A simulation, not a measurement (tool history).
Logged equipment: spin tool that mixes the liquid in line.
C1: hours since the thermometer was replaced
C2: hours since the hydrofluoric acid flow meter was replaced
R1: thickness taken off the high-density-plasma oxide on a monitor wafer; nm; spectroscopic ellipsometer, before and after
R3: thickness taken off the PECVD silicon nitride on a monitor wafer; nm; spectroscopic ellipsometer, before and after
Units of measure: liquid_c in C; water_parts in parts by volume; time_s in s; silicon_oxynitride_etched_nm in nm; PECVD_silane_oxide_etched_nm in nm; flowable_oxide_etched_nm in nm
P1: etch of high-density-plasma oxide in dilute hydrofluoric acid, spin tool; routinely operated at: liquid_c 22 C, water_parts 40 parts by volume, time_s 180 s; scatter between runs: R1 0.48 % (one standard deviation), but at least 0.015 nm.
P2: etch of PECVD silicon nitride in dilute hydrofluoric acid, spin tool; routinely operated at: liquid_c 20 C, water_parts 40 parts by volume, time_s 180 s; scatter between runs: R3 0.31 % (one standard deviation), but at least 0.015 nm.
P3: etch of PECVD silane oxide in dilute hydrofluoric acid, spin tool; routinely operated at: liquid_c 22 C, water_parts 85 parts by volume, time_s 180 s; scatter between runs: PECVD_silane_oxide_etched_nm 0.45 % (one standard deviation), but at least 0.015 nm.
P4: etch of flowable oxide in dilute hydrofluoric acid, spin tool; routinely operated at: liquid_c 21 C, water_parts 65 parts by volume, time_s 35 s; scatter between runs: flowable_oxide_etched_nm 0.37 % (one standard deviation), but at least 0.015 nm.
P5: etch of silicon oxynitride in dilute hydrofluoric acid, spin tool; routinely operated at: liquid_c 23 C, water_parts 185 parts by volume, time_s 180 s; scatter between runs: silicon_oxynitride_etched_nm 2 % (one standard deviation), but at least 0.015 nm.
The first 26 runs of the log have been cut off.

Run 27, hour 91.4: process P4, liquid_c 21 C, water_parts 25 parts by volume, time_s 35 s; C1 1085.3; C2 60.6. Result: flowable_oxide_etched_nm 28.008 nm.
Run 28, hour 94.3: process P5, liquid_c 23 C, water_parts 185 parts by volume, time_s 180 s; C1 1088.2; C2 63.5. Result: silicon_oxynitride_etched_nm 1.2522 nm.
Run 29, hour 96.6: process P1, liquid_c 22 C, water_parts 40 parts by volume, time_s 180 s; C1 1090.5; C2 65.8. Result: R1 30.102 nm.
Run 30, hour 99.6: process P1, liquid_c 22 C, water_parts 40 parts by volume, time_s 180 s; C1 1093.5; C2 68.8. Result: R1 30.3 nm.
Run 31, hour 101.8: process P4, liquid_c 29 C, water_parts 65 parts by volume, time_s 35 s; C1 1095.7; C2 71. Result: flowable_oxide_etched_nm 14.196 nm.
Run 32, hour 106.1: process P1, liquid_c 22 C, water_parts 40 parts by volume, time_s 180 s; C1 1100; C2 75.3. Result: R1 30.19 nm.
Run 33, hour 110.2: process P1, liquid_c 22 C, water_parts 40 parts by volume, time_s 180 s; C1 1104.1; C2 79.4. Result: R1 28.763 nm.
Run 34, hour 114.8: process P1, liquid_c 22 C, water_parts 40 parts by volume, time_s 180 s; C1 1108.7; C2 84. Result: R1 27.958 nm.

Forecast run 35:
Run 35, hour 118.3: process P1, liquid_c 22 C, water_parts 40 parts by volume, time_s 180 s; C1 1112.2; C2 87.5. Result: R1 ?.

R1: 27.9 nm
